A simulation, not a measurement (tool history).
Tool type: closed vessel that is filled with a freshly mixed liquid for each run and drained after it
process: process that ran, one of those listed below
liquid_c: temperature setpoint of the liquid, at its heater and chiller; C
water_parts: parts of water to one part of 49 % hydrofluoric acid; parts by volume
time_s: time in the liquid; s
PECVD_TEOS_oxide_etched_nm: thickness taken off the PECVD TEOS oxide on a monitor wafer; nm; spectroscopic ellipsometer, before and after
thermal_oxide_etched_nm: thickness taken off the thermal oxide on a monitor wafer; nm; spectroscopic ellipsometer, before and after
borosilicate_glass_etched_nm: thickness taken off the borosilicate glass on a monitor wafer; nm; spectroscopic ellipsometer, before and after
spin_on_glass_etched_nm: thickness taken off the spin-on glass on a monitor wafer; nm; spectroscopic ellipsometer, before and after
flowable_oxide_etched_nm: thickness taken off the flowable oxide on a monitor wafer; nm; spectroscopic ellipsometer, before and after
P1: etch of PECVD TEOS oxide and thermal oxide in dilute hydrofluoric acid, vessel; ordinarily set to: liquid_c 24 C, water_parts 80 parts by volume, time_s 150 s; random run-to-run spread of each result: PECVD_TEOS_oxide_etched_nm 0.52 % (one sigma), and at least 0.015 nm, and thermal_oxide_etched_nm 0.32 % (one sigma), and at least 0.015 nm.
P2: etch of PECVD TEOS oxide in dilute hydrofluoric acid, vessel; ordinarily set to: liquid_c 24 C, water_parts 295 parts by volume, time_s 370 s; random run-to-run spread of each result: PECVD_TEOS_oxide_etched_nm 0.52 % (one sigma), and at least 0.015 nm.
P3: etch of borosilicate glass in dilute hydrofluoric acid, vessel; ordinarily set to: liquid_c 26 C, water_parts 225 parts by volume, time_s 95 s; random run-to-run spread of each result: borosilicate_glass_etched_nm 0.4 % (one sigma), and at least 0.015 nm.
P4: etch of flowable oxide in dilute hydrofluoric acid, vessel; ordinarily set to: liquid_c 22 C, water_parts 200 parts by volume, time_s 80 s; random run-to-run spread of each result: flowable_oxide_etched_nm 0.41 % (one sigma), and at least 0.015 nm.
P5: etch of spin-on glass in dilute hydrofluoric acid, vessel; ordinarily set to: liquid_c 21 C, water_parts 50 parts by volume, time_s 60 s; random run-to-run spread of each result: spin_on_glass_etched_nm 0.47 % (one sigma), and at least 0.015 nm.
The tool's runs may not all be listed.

Run 1, hour 6.9: process P1, liquid_c 24 C, water_parts 80 parts by volume, time_s 150 s. Result: PECVD_TEOS_oxide_etched_nm 29.003 nm, thermal_oxide_etched_nm 9.2568 nm.
Run 2, hour 21.2: process P3, liquid_c 26 C, water_parts 225 parts by volume, time_s 165 s. Result: borosilicate_glass_etched_nm 18.271 nm.
Run 3, hour 32.3: process P1, liquid_c 24 C, water_parts 80 parts by volume, time_s 285 s. Result: PECVD_TEOS_oxide_etched_nm 55.237 nm, thermal_oxide_etched_nm 17.756 nm.
Run 4, hour 42.7: process P2, liquid_c 31 C, water_parts 295 parts by volume, time_s 370 s. Result: PECVD_TEOS_oxide_etched_nm 16.123 nm.
Run 5, hour 56.4: process P2, liquid_c 24 C, water_parts 295 parts by volume, time_s 370 s. Result: PECVD_TEOS_oxide_etched_nm 12.931 nm.
Run 6, hour 64.3: process P2, liquid_c 24 C, water_parts 75 parts by volume, time_s 370 s. Result: PECVD_TEOS_oxide_etched_nm 64.367 nm.
At hour 74.2: thermometer replaced.
Run 7, hour 74.6: process P1, liquid_c 24 C, water_parts 20 parts by volume, time_s 150 s. Result: PECVD_TEOS_oxide_etched_nm 124.69 nm, thermal_oxide_etched_nm 40.369 nm.
Run 8, hour 82.2: process P1, liquid_c 18 C, water_parts 80 parts by volume, time_s 150 s. Result: PECVD_TEOS_oxide_etched_nm 22.677 nm, thermal_oxide_etched_nm 7.2176 nm.
Run 9, hour 91.8: process P1, liquid_c 24 C, water_parts 80 parts by volume, time_s 30 s. Result: PECVD_TEOS_oxide_etched_nm 5.7737 nm, thermal_oxide_etched_nm 1.8503 nm.
Run 10, hour 103.5: process P1, liquid_c 24 C, water_parts 80 parts by volume, time_s 150 s. Result: PECVD_TEOS_oxide_etched_nm 28.9 nm, thermal_oxide_etched_nm 9.3297 nm.
Run 11, hour 110.2: process P5, liquid_c 21 C, water_parts 50 parts by volume, time_s 90 s. Result: spin_on_glass_etched_nm 71.179 nm.
Run 12, hour 121.7: process P1, liquid_c 24 C, water_parts 55 parts by volume, time_s 270 s. Result: PECVD_TEOS_oxide_etched_nm 78.272 nm, thermal_oxide_etched_nm 25.238 nm.
Run 13, hour 132.8: process P3, liquid_c 26 C, water_parts 105 parts by volume, time_s 95 s. Result: borosilicate_glass_etched_nm 26.243 nm.
Run 14, hour 145.2: process P5, liquid_c 21 C, water_parts 50 parts by volume, time_s 60 s. Result: spin_on_glass_etched_nm 47.284 nm.
Run 15, hour 157.5: process P4, liquid_c 17 C, water_parts 200 parts by volume, time_s 80 s. Result: flowable_oxide_etched_nm 9.1536 nm.
Run 16, hour 171.2: process P1, liquid_c 29.5 C, water_parts 80 parts by volume, time_s 150 s. Result: PECVD_TEOS_oxide_etched_nm 35.831 nm, thermal_oxide_etched_nm 11.484 nm.
Run 17, hour 183.9: process P1, liquid_c 24 C, water_parts 80 parts by volume, time_s 150 s. Result: PECVD_TEOS_oxide_etched_nm 28.837 nm, thermal_oxide_etched_nm 9.2863 nm.
Run 18, hour 190.7: process P1, liquid_c 29.5 C, water_parts 80 parts by volume, time_s 240 s. Result: PECVD_TEOS_oxide_etched_nm 57.353 nm, thermal_oxide_etched_nm 18.447 nm.
Run 19, hour 202.5: process P5, liquid_c 21 C, water_parts 80 parts by volume, time_s 60 s. Result: spin_on_glass_etched_nm 28.543 nm.
Run 20, hour 216.7: process P4, liquid_c 22 C, water_parts 65 parts by volume, time_s 80 s. Result: flowable_oxide_etched_nm 40.23 nm.
Run 21, hour 231: process P3, liquid_c 26 C, water_parts 225 parts by volume, time_s 95 s. Result: borosilicate_glass_etched_nm 10.571 nm.
Run 22, hour 242.9: process P1, liquid_c 21 C, water_parts 25 parts by volume, time_s 150 s. Result: PECVD_TEOS_oxide_etched_nm 88.163 nm, thermal_oxide_etched_nm 28.279 nm.
Run 23, hour 255.9: process P2, liquid_c 24 C, water_parts 295 parts by volume, time_s 85 s. Result: PECVD_TEOS_oxide_etched_nm 2.9145 nm.
Run 24, hour 268.8: process P5, liquid_c 21 C, water_parts 50 parts by volume, time_s 60 s. Result: spin_on_glass_etched_nm 47.005 nm.
Run 25, hour 276.8: process P1, liquid_c 24 C, water_parts 125 parts by volume, time_s 150 s. Result: PECVD_TEOS_oxide_etched_nm 17.663 nm, thermal_oxide_etched_nm 5.6189 nm.
Run 26, hour 289.8: process P5, liquid_c 27 C, water_parts 50 parts by volume, time_s 60 s. Result: spin_on_glass_etched_nm 60.647 nm.
Run 27, hour 297.9: process P4, liquid_c 22 C, water_parts 200 parts by volume, time_s 80 s. Result: flowable_oxide_etched_nm 11.214 nm.
Run 28, hour 307: process P3, liquid_c 19 C, water_parts 225 parts by volume, time_s 95 s. Result: borosilicate_glass_etched_nm 8.1725 nm.
Run 29, hour 319.2: process P1, liquid_c 24 C, water_parts 80 parts by volume, time_s 150 s. Result: PECVD_TEOS_oxide_etched_nm 28.861 nm, thermal_oxide_etched_nm 9.3249 nm.
Run 30, hour 330.6: process P4, liquid_c 22 C, water_parts 200 parts by volume, time_s 145 s. Result: flowable_oxide_etched_nm 20.51 nm.
Run 31, hour 344.7: process P1, liquid_c 24 C, water_parts 80 parts by volume, time_s 150 s. Result: PECVD_TEOS_oxide_etched_nm 28.899 nm, thermal_oxide_etched_nm 9.323 nm.
Run 32, hour 353.9: process P1, liquid_c 24 C, water_parts 80 parts by volume, time_s 150 s. Result: PECVD_TEOS_oxide_etched_nm 28.256 nm, thermal_oxide_etched_nm 9.0044 nm.
Run 33, hour 368.6: process P1, liquid_c 24 C, water_parts 80 parts by volume, time_s 150 s. Result: PECVD_TEOS_oxide_etched_nm 27.467 nm, thermal_oxide_etched_nm 8.7632 nm.
Run 34, hour 381.4: process P1, liquid_c 24 C, water_parts 80 parts by volume, time_s 150 s. Result: PECVD_TEOS_oxide_etched_nm 26.922 nm, thermal_oxide_etched_nm 8.6458 nm.
Run 35, hour 391.4: process P1, liquid_c 24 C, water_parts 80 parts by volume, time_s 150 s. Result: PECVD_TEOS_oxide_etched_nm 26.721 nm, thermal_oxide_etched_nm 8.6454 nm.
Run 36, hour 403: process P1, liquid_c 24 C, water_parts 80 parts by volume, time_s 150 s. Result: PECVD_TEOS_oxide_etched_nm 26.577 nm, thermal_oxide_etched_nm 8.5744 nm.
Run 37, hour 410.2: process P1, liquid_c 24 C, water_parts 80 parts by volume, time_s 150 s. Result: PECVD_TEOS_oxide_etched_nm 26.549 nm, thermal_oxide_etched_nm 8.5686 nm.
Run 38, hour 423.7: process P1, liquid_c 24 C, water_parts 80 parts by volume, time_s 150 s. Result: PECVD_TEOS_oxide_etched_nm 26.242 nm, thermal_oxide_etched_nm 8.5347 nm.
Run 39, hour 435.1: process P1, liquid_c 24 C, water_parts 80 parts by volume, time_s 150 s. Result: PECVD_TEOS_oxide_etched_nm 26.535 nm, thermal_oxide_etched_nm 8.5222 nm.

P1 has crept away from where it was. The log is fitted equally well by each of these 2 causes, at the sizes shown:
A: liquid colder than its thermometer reads (K) = 2.21
B: hydrofluoric acid flow below the setpoint (%) = 7.78
The onset of the drift is placed at about hour 344.7.

Which of the 4 check runs listed below, each an average over 2 wafers with its results shown as question marks, gives clearly different results under the different listed causes?
Run check 1, hour 446.5: process P3, liquid_c 21 C, water_parts 155 parts by volume, time_s 95 s. Result: borosilicate_glass_etched_nm ?.
Run check 2, hour 446.5: process P2, liquid_c 29 C, water_parts 295 parts by volume, time_s 95 s. Result: PECVD_TEOS_oxide_etched_nm ?.
Run check 3, hour 446.5: process P5, liquid_c 25.5 C, water_parts 50 parts by volume, time_s 85 s. Result: spin_on_glass_etched_nm ?.
Run check 4, hour 446.5: process P4, liquid_c 17 C, water_parts 140 parts by volume, time_s 80 s. Result: flowable_oxide_etched_nm ?.

If the cause were each of the candidates in turn, the checks would give the following:
  check                        result    if A    if B
check 1  borosilicate_glass_etched_nm   12.52  12.433
check 2    PECVD_TEOS_oxide_etched_nm  3.6226  3.5004
check 3       spin_on_glass_etched_nm  73.981  74.266
check 4      flowable_oxide_etched_nm  12.755   12.75
Gap, in per cent, between the two causes that each check separates least, read from the result that separates them most: check 1 0.7 %; check 2 3.43 %; check 3 0.38 %; check 4 0.04 %
Only check 2 tells the causes apart: in the others they would give nearly the same result.

Then check 2 was run and gave: PECVD_TEOS_oxide_etched_nm 3.4991 nm. Which cause is it?

It is B: hydrofluoric acid flow below the setpoint (%).
